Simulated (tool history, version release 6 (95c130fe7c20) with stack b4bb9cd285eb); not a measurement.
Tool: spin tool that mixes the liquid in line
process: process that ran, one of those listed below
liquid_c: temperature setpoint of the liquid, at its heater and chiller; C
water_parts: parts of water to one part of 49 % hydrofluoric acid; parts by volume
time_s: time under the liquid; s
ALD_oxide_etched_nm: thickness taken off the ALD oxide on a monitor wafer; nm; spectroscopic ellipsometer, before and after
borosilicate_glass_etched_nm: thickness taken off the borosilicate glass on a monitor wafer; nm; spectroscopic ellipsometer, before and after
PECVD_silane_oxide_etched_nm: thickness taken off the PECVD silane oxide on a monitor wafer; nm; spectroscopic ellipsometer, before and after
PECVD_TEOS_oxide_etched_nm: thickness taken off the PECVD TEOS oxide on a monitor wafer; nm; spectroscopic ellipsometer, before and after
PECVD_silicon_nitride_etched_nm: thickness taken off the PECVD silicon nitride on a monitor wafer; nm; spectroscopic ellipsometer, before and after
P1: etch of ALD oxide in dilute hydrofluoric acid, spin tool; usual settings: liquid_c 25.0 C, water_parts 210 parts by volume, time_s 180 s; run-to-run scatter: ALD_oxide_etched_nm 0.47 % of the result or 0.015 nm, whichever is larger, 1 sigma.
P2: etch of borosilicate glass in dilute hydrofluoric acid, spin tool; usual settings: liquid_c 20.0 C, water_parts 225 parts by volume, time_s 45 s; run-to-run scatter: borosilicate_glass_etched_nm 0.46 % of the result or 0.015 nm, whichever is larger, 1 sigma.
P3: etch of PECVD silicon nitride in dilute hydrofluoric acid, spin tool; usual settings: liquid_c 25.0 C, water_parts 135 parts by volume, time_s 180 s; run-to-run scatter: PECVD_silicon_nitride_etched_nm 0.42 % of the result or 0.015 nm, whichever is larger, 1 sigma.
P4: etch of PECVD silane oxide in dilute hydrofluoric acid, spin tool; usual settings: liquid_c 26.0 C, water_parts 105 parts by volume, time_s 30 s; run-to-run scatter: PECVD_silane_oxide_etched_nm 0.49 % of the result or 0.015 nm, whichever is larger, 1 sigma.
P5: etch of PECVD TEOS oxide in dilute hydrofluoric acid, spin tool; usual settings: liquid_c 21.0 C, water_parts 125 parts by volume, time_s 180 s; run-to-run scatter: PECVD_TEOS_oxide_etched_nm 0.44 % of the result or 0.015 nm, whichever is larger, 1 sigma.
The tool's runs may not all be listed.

| run | hour | process | liquid_c | water_parts | time_s | hours since the thermometer was replaced | hours since the hydrofluoric acid flow meter was replaced | ALD_oxide_etched_nm | borosilicate_glass_etched_nm | PECVD_silane_oxide_etched_nm | PECVD_TEOS_oxide_etched_nm | PECVD_silicon_nitride_etched_nm |
|---|---|---|---|---|---|---|---|---|---|---|---|---|
| 1 | 8.5 | P1 | 25.0 | 210 | 180 | 446.7 | 307.8 | 17.5320 |  |  |  |  |
| 2 | 15.9 | P1 | 29.0 | 210 | 315 | 454.1 | 315.2 | 35.0740 |  |  |  |  |
| 3 | 27.3 | P1 | 18.5 | 210 | 70 | 465.5 | 326.6 | 5.2923 |  |  |  |  |
| 4 | 37.6 | P2 | 20.0 | 225 | 65 | 475.8 | 336.9 |  | 7.1355 |  |  |  |
| 5 | 51.6 | P4 | 26.0 | 105 | 30 | 489.8 | 350.9 |  |  | 9.0362 |  |  |
| 6 | 64.8 | P2 | 27.0 | 225 | 45 | 503.0 | 364.1 |  | 6.4079 |  |  |  |
| 7 | 76.1 | P1 | 18.5 | 210 | 180 | 514.3 | 375.4 | 13.5980 |  |  |  |  |
| 8 | 83.2 | P1 | 25.0 | 210 | 180 | 521.4 | 382.5 | 17.5650 |  |  |  |  |
| 9 | 92.4 | P2 | 20.0 | 225 | 45 | 530.6 | 391.7 |  | 4.8957 |  |  |  |
| 10 | 107.0 | P2 | 20.0 | 335 | 45 | 545.2 | 406.3 |  | 2.9700 |  |  |  |
| 11 | 117.1 | P5 | 27.0 | 125 | 180 | 555.3 | 416.4 |  |  |  | 24.712 |  |
| 12 | 125.3 | P1 | 31.5 | 210 | 180 | 563.5 | 424.6 | 21.7940 |  |  |  |  |
| 13 | 135.3 | P3 | 25.0 | 135 | 180 | 573.5 | 434.6 |  |  |  |  | 4.9152 |
| 14 | 143.8 | P3 | 17.5 | 135 | 180 | 582.0 | 443.1 |  |  |  |  | 2.9660 |
| 15 | 159.1 | P3 | 25.0 | 25 | 180 | 597.3 | 458.4 |  |  |  |  | 25.5000 |
| 16 | 174.1 | P3 | 25.0 | 135 | 365 | 612.3 | 473.4 |  |  |  |  | 9.9355 |
| 17 | 186.8 | P1 | 25.0 | 120 | 180 | 625.0 | 486.1 | 34.0050 |  |  |  |  |
| 18 | 200.9 | P5 | 21.0 | 125 | 180 | 639.1 | 500.2 |  |  |  | 19.839 |  |
| 19 | 209.5 | P1 | 25.0 | 210 | 25 | 647.7 | 508.8 | 2.4186 |  |  |  |  |
| 20 | 218.1 | P1 | 25.0 | 210 | 180 | 656.3 | 517.4 | 17.5410 |  |  |  |  |
| 21 | 233.1 | P4 | 26.0 | 155 | 30 | 671.3 | 532.4 |  |  | 5.7120 |  |  |
| 22 | 248.3 | P1 | 25.0 | 210 | 180 | 686.5 | 547.6 | 17.4750 |  |  |  |  |
| 23 | 261.7 | P4 | 26.0 | 105 | 15 | 699.9 | 561.0 |  |  | 4.5111 |  |  |

Forecast run 24:
| 24 | 269.0 | P1 | 25.0 | 210 | 340 | 707.2 | 568.3 | ? |  |  |  |  |

Run 24 gave ALD_oxide_etched_nm 32.7970 nm.

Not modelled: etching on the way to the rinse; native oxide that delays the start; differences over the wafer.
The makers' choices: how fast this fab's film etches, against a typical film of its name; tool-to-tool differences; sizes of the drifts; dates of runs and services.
